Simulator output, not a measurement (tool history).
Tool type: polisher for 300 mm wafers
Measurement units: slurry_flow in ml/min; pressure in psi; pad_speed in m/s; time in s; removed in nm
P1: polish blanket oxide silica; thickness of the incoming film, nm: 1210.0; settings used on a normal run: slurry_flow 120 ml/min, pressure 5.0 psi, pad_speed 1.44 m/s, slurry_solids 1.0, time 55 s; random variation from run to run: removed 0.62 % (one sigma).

run   hour  slurry_flow  pressure  pad_speed  slurry_solids  time  wafers polished on this pad  hours since the slurry nozzle was cleaned  hours since the head pressure was calibrated  hours since the slurry blender was calibrated  hours since the conditioning disc was replaced  removed
  1    8.4          120       5.0       1.44            1.0    55                          304                                       65.1                                         701.3                                           87.4                                           307.2   292.65
  2   14.6          120       2.3       1.44            1.0    55                          401                                       71.3                                         707.5                                           93.6                                           313.4   135.24
  3   22.9          120       5.0       1.44            1.0    55                          532                                       79.6                                         715.8                                          101.9                                           321.7   295.60
  4   34.9          120       6.6       1.44            1.0    55                          721                                       91.6                                         727.8                                          113.9                                           333.7   386.38
  5   42.1          120       5.0       1.44            1.0    83                          834                                       98.8                                         735.0                                          121.1                                           340.9   443.19
  6   48.9           80       3.4       1.44            1.0    55                          941                                      105.6                                         741.8                                          127.9                                           347.7   180.36
      55.5  -- head pressure recalibrated
  7   57.7          120       5.0       0.74            1.0    74                         1079                                      114.4                                           2.3                                          136.7                                           356.5   229.06
      59.3  -- slurry nozzle cleaned
      62.4  -- conditioning disc replaced and pad reconditioned
  8   64.5          120       5.0       2.10            1.0    55                         1186                                        5.2                                           9.1                                          143.5                                             2.2   394.09
  9   71.9          120       5.0       1.44            1.4    55                         1303                                       12.6                                          16.5                                          150.9                                             9.6   335.32
 10   83.8          185       5.0       1.44            1.0    55                         1490                                       24.5                                          28.4                                          162.8                                            21.5   316.65
 11   91.2          120       5.0       1.44            1.0    55                         1606                                       31.9                                          35.8                                          170.2                                            28.9   292.35
 12  103.2          120       5.0       1.44            1.0    39                         1795                                       43.9                                          47.8                                          182.2                                            40.9   208.09
 13  111.2          120       5.0       0.64            1.0    55                         1921                                       51.9                                          55.8                                          190.2                                            48.9   152.20
 14  119.5          120       5.0       1.44            0.6    55                         2052                                       60.2                                          64.1                                          198.5                                            57.2   224.84
 15  125.0           70       6.3       1.44            1.0    55                         2138                                       65.7                                          69.6                                          204.0                                            62.7   314.87
 16  133.2           90       5.0       1.44            1.0    55                         2267                                       73.9                                          77.8                                          212.2                                            70.9   271.61
 17  144.4          120       5.0       1.44            1.0    55                         2444                                       85.1                                          89.0                                          223.4                                            82.1   293.64
 18  156.3          120       5.0       1.44            1.0    55                         2631                                       97.0                                         100.9                                          235.3                                            94.0   289.83
 19  168.1          120       5.0       1.44            1.0    55                         2816                                      108.8                                         112.7                                          247.1                                           105.8   280.57
 20  178.7          120       5.0       1.44            1.0    55                         2983                                      119.4                                         123.3                                          257.7                                           116.4   275.31
 21  184.4          120       5.0       1.44            1.0    55                         3073                                      125.1                                         129.0                                          263.4                                           122.1   270.98
     185.5  -- head pressure recalibrated
 22  194.1          120       5.0       1.44            1.0    55                         3226                                      134.8                                           8.7                                          273.1                                           131.8   272.43
 23  202.9          120       5.0       1.44            1.0    55                         3364                                      143.6                                          17.5                                          281.9                                           140.6   267.46
     204.4  -- conditioning disc replaced and pad reconditioned
 24  210.3          120       5.0       1.44            1.0    55                         3480                                      151.0                                          24.9                                          289.3                                             6.0   267.98
     213.2  -- worn pad replaced by a new one
 25  218.0          120       5.0       1.44            1.0    55                           75                                      158.7                                          32.6                                          297.0                                            13.7   262.12
 26  225.7          120       5.0       1.44            1.0    55                          196                                      166.4                                          40.3                                          304.7                                            21.4   266.47
 27  233.9          120       5.0       1.44            1.0    55                          325                                      174.6                                          48.5                                          312.9                                            29.6   263.67

The output of P1 has drifted from where it used to be. Each of the 2 causes below, taken at the size shown beside it, accounts for the log equally well:
A: abrasive missing from the slurry, % = 18.6
B: slurry flow missing at the pad, % = 32.3
The onset of the drift is placed at about hour 156.3.
The rest of the possible causes, and what rules out each one:
removal rate lost through wear of the pad, %: serviced after onset, at hour 213.2, with no recovery of the prior output
head's pressure below its setpoint, %: serviced after onset, at hour 185.5, with no recovery of the prior output
time polished since the conditioner stopped cutting, s: serviced after onset, at hour 204.4, with no recovery of the prior output

4 check runs are offered, each on 3 wafers whose results are averaged, their results left as question marks. Which one tells the causes apart?
check 1  242.1          120       2.4       1.44            1.0    79                                                                                                                                                                                                                             ?
check 2  242.1          120       5.0       0.68            1.0    69                                                                                                                                                                                                                             ?
check 3  242.1          120       5.0       1.44            1.0    72                                                                                                                                                                                                                             ?
check 4  242.1          175       5.0       1.44            1.0    40                                                                                                                                                                                                                             ?

Predicted outcomes, by check and by cause:
  check   result    if A    if B
check 1  removed  182.64  182.66
check 2  removed  182.34  182.36
check 3  removed  346.78  346.82
check 4  removed  206.13  212.09
Minimum pairwise separation of causes per check, each pair taken at its best-separating result: check 1 0.01 %; check 2 0.01 %; check 3 0.01 %; check 4 2.85 %
The other checks would show nearly matching results whichever cause is true, so check 4 is the only one that separates the causes.

Here is what check 4 returned: removed 211.58 nm. Which cause is it?

It is B: slurry flow missing at the pad, %.

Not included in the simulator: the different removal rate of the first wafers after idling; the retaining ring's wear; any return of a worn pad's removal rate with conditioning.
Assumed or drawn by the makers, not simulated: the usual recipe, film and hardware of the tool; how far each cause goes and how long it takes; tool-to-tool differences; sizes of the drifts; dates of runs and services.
